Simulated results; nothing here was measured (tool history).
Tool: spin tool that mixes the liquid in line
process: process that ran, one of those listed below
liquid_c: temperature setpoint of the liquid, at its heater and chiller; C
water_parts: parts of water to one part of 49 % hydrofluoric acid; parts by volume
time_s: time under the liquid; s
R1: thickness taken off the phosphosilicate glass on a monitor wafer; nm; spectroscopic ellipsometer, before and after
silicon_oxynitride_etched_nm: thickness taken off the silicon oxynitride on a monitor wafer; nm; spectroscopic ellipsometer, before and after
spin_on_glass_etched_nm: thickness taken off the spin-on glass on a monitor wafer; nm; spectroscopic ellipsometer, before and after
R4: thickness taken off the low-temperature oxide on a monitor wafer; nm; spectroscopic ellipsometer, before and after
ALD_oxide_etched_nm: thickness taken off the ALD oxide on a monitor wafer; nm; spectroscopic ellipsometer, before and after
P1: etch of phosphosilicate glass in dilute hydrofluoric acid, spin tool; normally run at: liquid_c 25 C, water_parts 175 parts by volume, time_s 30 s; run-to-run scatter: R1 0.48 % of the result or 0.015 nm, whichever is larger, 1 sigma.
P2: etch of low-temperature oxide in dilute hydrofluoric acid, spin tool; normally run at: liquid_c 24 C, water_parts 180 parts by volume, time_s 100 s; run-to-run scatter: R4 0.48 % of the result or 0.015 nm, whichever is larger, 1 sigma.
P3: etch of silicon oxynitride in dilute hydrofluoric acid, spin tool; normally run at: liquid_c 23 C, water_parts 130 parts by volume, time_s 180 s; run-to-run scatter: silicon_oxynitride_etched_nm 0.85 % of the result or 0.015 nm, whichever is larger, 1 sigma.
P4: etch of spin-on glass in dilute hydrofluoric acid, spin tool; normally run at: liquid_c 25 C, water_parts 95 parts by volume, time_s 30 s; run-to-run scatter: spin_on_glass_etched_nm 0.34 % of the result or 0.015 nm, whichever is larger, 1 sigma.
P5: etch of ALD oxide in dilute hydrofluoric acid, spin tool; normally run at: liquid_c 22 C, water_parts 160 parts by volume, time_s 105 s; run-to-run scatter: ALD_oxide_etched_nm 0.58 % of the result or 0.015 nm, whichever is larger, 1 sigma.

{"run": 1, "hour": 10.6, "process": "P1", "liquid_c": 25, "water_parts": 175, "time_s": 30, "R1": 19.824}
{"run": 2, "hour": 23.7, "process": "P1", "liquid_c": 20.5, "water_parts": 175, "time_s": 30, "R1": 16.535}
{"run": 3, "hour": 33.4, "process": "P3", "liquid_c": 23, "water_parts": 130, "time_s": 180, "silicon_oxynitride_etched_nm": 2.5508}
{"run": 4, "hour": 43.0, "process": "P1", "liquid_c": 30, "water_parts": 175, "time_s": 30, "R1": 23.633}
{"run": 5, "hour": 52.0, "process": "P1", "liquid_c": 25, "water_parts": 175, "time_s": 15, "R1": 9.9337}
{"run": 6, "hour": 68.5, "process": "P3", "liquid_c": 23, "water_parts": 60, "time_s": 180, "silicon_oxynitride_etched_nm": 5.7503}
{"run": 7, "hour": 80.3, "process": "P4", "liquid_c": 25, "water_parts": 95, "time_s": 30, "spin_on_glass_etched_nm": 13.905}
{"run": 8, "hour": 89.0, "process": "P1", "liquid_c": 25, "water_parts": 175, "time_s": 30, "R1": 19.779}
{"run": 9, "hour": 100.4, "process": "P1", "liquid_c": 25, "water_parts": 175, "time_s": 30, "R1": 19.661}
{"run": 10, "hour": 115.1, "process": "P1", "liquid_c": 29, "water_parts": 175, "time_s": 45, "R1": 34.467}
{"run": 11, "hour": 123.7, "process": "P2", "liquid_c": 24, "water_parts": 60, "time_s": 100, "R4": 18.654}
{"run": 12, "hour": 133.9, "process": "P3", "liquid_c": 23, "water_parts": 130, "time_s": 180, "silicon_oxynitride_etched_nm": 2.5445}
{"run": 13, "hour": 150.5, "process": "P4", "liquid_c": 25, "water_parts": 180, "time_s": 30, "spin_on_glass_etched_nm": 6.6788}
{"run": 14, "hour": 162.4, "process": "P1", "liquid_c": 25, "water_parts": 175, "time_s": 55, "R1": 36.322}
{"run": 15, "hour": 171.5, "process": "P4", "liquid_c": 25, "water_parts": 95, "time_s": 55, "spin_on_glass_etched_nm": 25.566}
{"run": 16, "hour": 180.1, "process": "P2", "liquid_c": 24, "water_parts": 180, "time_s": 175, "R4": 9.4971}
{"run": 17, "hour": 192.5, "process": "P1", "liquid_c": 25, "water_parts": 175, "time_s": 30, "R1": 19.993}
{"run": 18, "hour": 202.1, "process": "P2", "liquid_c": 17, "water_parts": 180, "time_s": 100, "R4": 4.0945}
{"run": 19, "hour": 214.3, "process": "P4", "liquid_c": 25, "water_parts": 95, "time_s": 30, "spin_on_glass_etched_nm": 13.874}
{"run": 20, "hour": 228.4, "process": "P1", "liquid_c": 25, "water_parts": 175, "time_s": 30, "R1": 19.575}
{"run": 21, "hour": 244.5, "process": "P5", "liquid_c": 22, "water_parts": 160, "time_s": 105, "ALD_oxide_etched_nm": 15.268}
{"run": 22, "hour": 261.5, "process": "P5", "liquid_c": 28.5, "water_parts": 160, "time_s": 105, "ALD_oxide_etched_nm": 19.315}
{"run": 23, "hour": 274.8, "process": "P4", "liquid_c": 18, "water_parts": 95, "time_s": 30, "spin_on_glass_etched_nm": 10.497}
{"run": 24, "hour": 284.9, "process": "P2", "liquid_c": 24, "water_parts": 180, "time_s": 100, "R4": 5.3889}
{"run": 25, "hour": 293.0, "process": "P5", "liquid_c": 22, "water_parts": 160, "time_s": 180, "ALD_oxide_etched_nm": 26.188}
{"run": 26, "hour": 310.6, "process": "P1", "liquid_c": 25, "water_parts": 65, "time_s": 30, "R1": 60.723}
{"run": 27, "hour": 328.4, "process": "P5", "liquid_c": 22, "water_parts": 90, "time_s": 105, "ALD_oxide_etched_nm": 29.504}
{"run": 28, "hour": 337.8, "process": "P3", "liquid_c": 23, "water_parts": 130, "time_s": 70, "silicon_oxynitride_etched_nm": 0.97828}
{"run": 29, "hour": 351.5, "process": "P1", "liquid_c": 25, "water_parts": 310, "time_s": 30, "R1": 9.6364}
{"run": 30, "hour": 365.0, "process": "P3", "liquid_c": 17, "water_parts": 130, "time_s": 180, "silicon_oxynitride_etched_nm": 1.8815}
{"run": 31, "hour": 377.6, "process": "P1", "liquid_c": 25, "water_parts": 175, "time_s": 30, "R1": 19.658}
{"run": 32, "hour": 389.2, "process": "P1", "liquid_c": 25, "water_parts": 175, "time_s": 30, "R1": 20.266}
{"run": 33, "hour": 397.3, "process": "P1", "liquid_c": 25, "water_parts": 175, "time_s": 30, "R1": 20.717}
{"run": 34, "hour": 414.8, "process": "P1", "liquid_c": 25, "water_parts": 175, "time_s": 30, "R1": 20.853}
{"run": 35, "hour": 425.4, "process": "P1", "liquid_c": 25, "water_parts": 175, "time_s": 30, "R1": 21.188}
{"run": 36, "hour": 440.0, "process": "P1", "liquid_c": 25, "water_parts": 175, "time_s": 30, "R1": 21.112}
{"run": 37, "hour": 455.9, "process": "P1", "liquid_c": 25, "water_parts": 175, "time_s": 30, "R1": 21.274}
{"run": 38, "hour": 472.3, "process": "P1", "liquid_c": 25, "water_parts": 175, "time_s": 30, "R1": 21.445}

What P1 gives has crept away from where it was. These 2 causes fit the log equally well, each at the size given:
A: hydrofluoric acid flow above the setpoint (%) = 6.78
B: liquid hotter than its thermometer reads (K) = 2.13
The creep began at about hour 377.6.

4 check runs are offered, each on 5 wafers whose results are averaged, their results left as question marks. Which one tells the causes apart?
{"run": "check 1", "hour": 488.7, "process": "P4", "liquid_c": 25, "water_parts": 165, "time_s": 55, "spin_on_glass_etched_nm": "?"}
{"run": "check 2", "hour": 488.7, "process": "P5", "liquid_c": 26, "water_parts": 160, "time_s": 105, "ALD_oxide_etched_nm": "?"}
{"run": "check 3", "hour": 488.7, "process": "P3", "liquid_c": 23, "water_parts": 80, "time_s": 180, "silicon_oxynitride_etched_nm": "?"}
{"run": "check 4", "hour": 488.7, "process": "P2", "liquid_c": 24, "water_parts": 180, "time_s": 140, "R4": "?"}

What each check would give under each cause:
check=check_1 result=spin_on_glass_etched_nm if_A=14.599 if_B=14.615
check=check_2 result=ALD_oxide_etched_nm if_A=19.313 if_B=19.325
check=check_3 result=silicon_oxynitride_etched_nm if_A=4.5934 if_B=4.7432
check=check_4 result=R4 if_A=8.1868 if_B=8.1917
How far apart the two closest causes lie, in the result that separates them most: check 1 0.11 %; check 2 0.06 %; check 3 3.21 %; check 4 0.06 %
Only check 3 tells the causes apart: in the others they would give nearly the same result.

Check 3 was then run and gave: silicon_oxynitride_etched_nm 4.7676 nm. Which cause is it?

It is B: liquid hotter than its thermometer reads (K).
